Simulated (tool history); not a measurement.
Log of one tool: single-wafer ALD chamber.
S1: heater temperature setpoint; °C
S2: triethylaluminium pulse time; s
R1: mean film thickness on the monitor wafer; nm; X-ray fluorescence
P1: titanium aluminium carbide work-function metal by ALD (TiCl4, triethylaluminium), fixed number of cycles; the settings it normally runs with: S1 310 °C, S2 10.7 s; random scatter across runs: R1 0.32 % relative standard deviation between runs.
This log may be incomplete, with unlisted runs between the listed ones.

Run 1, hour 8.4: S1 310 °C, S2 10.7 s. Result: R1 2.1106 nm.
Run 2, hour 19: S1 326 °C, S2 15.16 s. Result: R1 2.3016 nm.
Run 3, hour 24.8: S1 296 °C, S2 10.7 s. Result: R1 1.9876 nm.
Run 4, hour 34.7: S1 310 °C, S2 10.7 s. Result: R1 2.1109 nm.
Run 5, hour 43.5: S1 327 °C, S2 10.7 s. Result: R1 2.2526 nm.
Run 6, hour 52.1: S1 310 °C, S2 16.24 s. Result: R1 2.1509 nm.
Run 7, hour 62.9: S1 310 °C, S2 10.7 s. Result: R1 2.1195 nm.
Run 8, hour 72: S1 310 °C, S2 10.7 s. Result: R1 2.1107 nm.
Run 9, hour 81.9: S1 310 °C, S2 10.7 s. Result: R1 2.1161 nm.
Run 10, hour 94.4: S1 310 °C, S2 5.64 s. Result: R1 1.8519 nm.
Run 11, hour 103.6: S1 310 °C, S2 10.7 s. Result: R1 2.1234 nm.
Run 12, hour 111.8: S1 310 °C, S2 10.7 s. Result: R1 2.0982 nm.
Run 13, hour 122.7: S1 310 °C, S2 10.7 s. Result: R1 2.0736 nm.

Expected results for the next run?
Run 14, hour 132.2: S1 310 °C, S2 10.7 s. Result: R1 ?.

R1: 2.0661 nm
